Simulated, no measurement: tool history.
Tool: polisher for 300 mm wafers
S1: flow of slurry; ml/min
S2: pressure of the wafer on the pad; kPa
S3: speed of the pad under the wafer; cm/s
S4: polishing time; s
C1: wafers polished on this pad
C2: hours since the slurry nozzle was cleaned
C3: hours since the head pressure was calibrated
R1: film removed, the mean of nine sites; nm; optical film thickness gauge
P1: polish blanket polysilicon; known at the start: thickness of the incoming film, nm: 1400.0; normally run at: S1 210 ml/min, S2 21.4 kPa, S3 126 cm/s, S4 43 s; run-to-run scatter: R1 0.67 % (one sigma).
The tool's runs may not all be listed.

{"run": 1, "hour": 9.1, "S1": 210, "S2": 21.4, "S3": 126, "S4": 43, "C1": 169, "C2": 160.5, "C3": 863.4, "R1": 527.87}
{"run": 2, "hour": 20.4, "S1": 210, "S2": 21.4, "S3": 56, "S4": 43, "C1": 289, "C2": 171.8, "C3": 874.7, "R1": 236.18}
{"run": 3, "hour": 30.3, "S1": 210, "S2": 33.1, "S3": 126, "S4": 43, "C1": 394, "C2": 181.7, "C3": 884.6, "R1": 814.32}
{"run": 4, "hour": 41.8, "S1": 210, "S2": 21.4, "S3": 126, "S4": 24, "C1": 517, "C2": 193.2, "C3": 896.1, "R1": 292.46}
{"run": 5, "hour": 49.6, "S1": 210, "S2": 21.4, "S3": 126, "S4": 66, "C1": 600, "C2": 201.0, "C3": 903.9, "R1": 800.98}
{"run": 6, "hour": 60.4, "S1": 210, "S2": 21.4, "S3": 196, "S4": 43, "C1": 715, "C2": 211.8, "C3": 914.7, "R1": 824.62}
{"run": 7, "hour": 72.3, "S1": 210, "S2": 21.4, "S3": 126, "S4": 43, "C1": 842, "C2": 223.7, "C3": 926.6, "R1": 529.46}
{"run": 8, "hour": 81.2, "S1": 210, "S2": 21.4, "S3": 126, "S4": 43, "C1": 937, "C2": 232.6, "C3": 935.5, "R1": 534.04}
{"run": 9, "hour": 91.4, "S1": 210, "S2": 15.2, "S3": 126, "S4": 43, "C1": 1045, "C2": 242.8, "C3": 945.7, "R1": 377.71}
{"run": 10, "hour": 101.2, "S1": 210, "S2": 21.4, "S3": 126, "S4": 43, "C1": 1150, "C2": 252.6, "C3": 955.5, "R1": 532.59}
{"run": 11, "hour": 107.7, "S1": 285, "S2": 28.3, "S3": 126, "S4": 43, "C1": 1219, "C2": 259.1, "C3": 962.0, "R1": 726.37}
{"run": 12, "hour": 115.8, "S1": 210, "S2": 21.4, "S3": 126, "S4": 43, "C1": 1305, "C2": 267.2, "C3": 970.1, "R1": 530.58}
{"run": 13, "hour": 122.4, "S1": 210, "S2": 21.4, "S3": 126, "S4": 43, "C1": 1375, "C2": 273.8, "C3": 976.7, "R1": 530.07}
{"run": 14, "hour": 132.6, "S1": 125, "S2": 21.4, "S3": 126, "S4": 43, "C1": 1484, "C2": 284.0, "C3": 986.9, "R1": 490.11}
{"run": 15, "hour": 141.5, "S1": 210, "S2": 21.4, "S3": 126, "S4": 43, "C1": 1579, "C2": 292.9, "C3": 995.8, "R1": 525.62}
{"run": 16, "hour": 152.1, "S1": 315, "S2": 21.4, "S3": 126, "S4": 43, "C1": 1692, "C2": 303.5, "C3": 1006.4, "R1": 544.43}
{"run": 17, "hour": 163.3, "S1": 210, "S2": 21.4, "S3": 126, "S4": 43, "C1": 1811, "C2": 314.7, "C3": 1017.6, "R1": 531.69}
{"run": 18, "hour": 172.0, "S1": 210, "S2": 21.4, "S3": 126, "S4": 43, "C1": 1904, "C2": 323.4, "C3": 1026.3, "R1": 519.56}
{"run": 19, "hour": 183.2, "S1": 210, "S2": 21.4, "S3": 126, "S4": 43, "C1": 2023, "C2": 334.6, "C3": 1037.5, "R1": 509.11}
{"run": 20, "hour": 194.2, "S1": 210, "S2": 21.4, "S3": 126, "S4": 43, "C1": 2140, "C2": 345.6, "C3": 1048.5, "R1": 503.14}
{"hour": 197.1, "done": "head pressure recalibrated"}
{"run": 21, "hour": 201.7, "S1": 210, "S2": 21.4, "S3": 126, "S4": 43, "C1": 2220, "C2": 353.1, "C3": 4.7, "R1": 505.89}

Forecast run 22:
{"run": 22, "hour": 209.3, "S1": 210, "S2": 21.4, "S3": 126, "S4": 43, "C1": 2301, "C2": 360.7, "C3": 12.3, "R1": "?"}

R1: 499.05 nm

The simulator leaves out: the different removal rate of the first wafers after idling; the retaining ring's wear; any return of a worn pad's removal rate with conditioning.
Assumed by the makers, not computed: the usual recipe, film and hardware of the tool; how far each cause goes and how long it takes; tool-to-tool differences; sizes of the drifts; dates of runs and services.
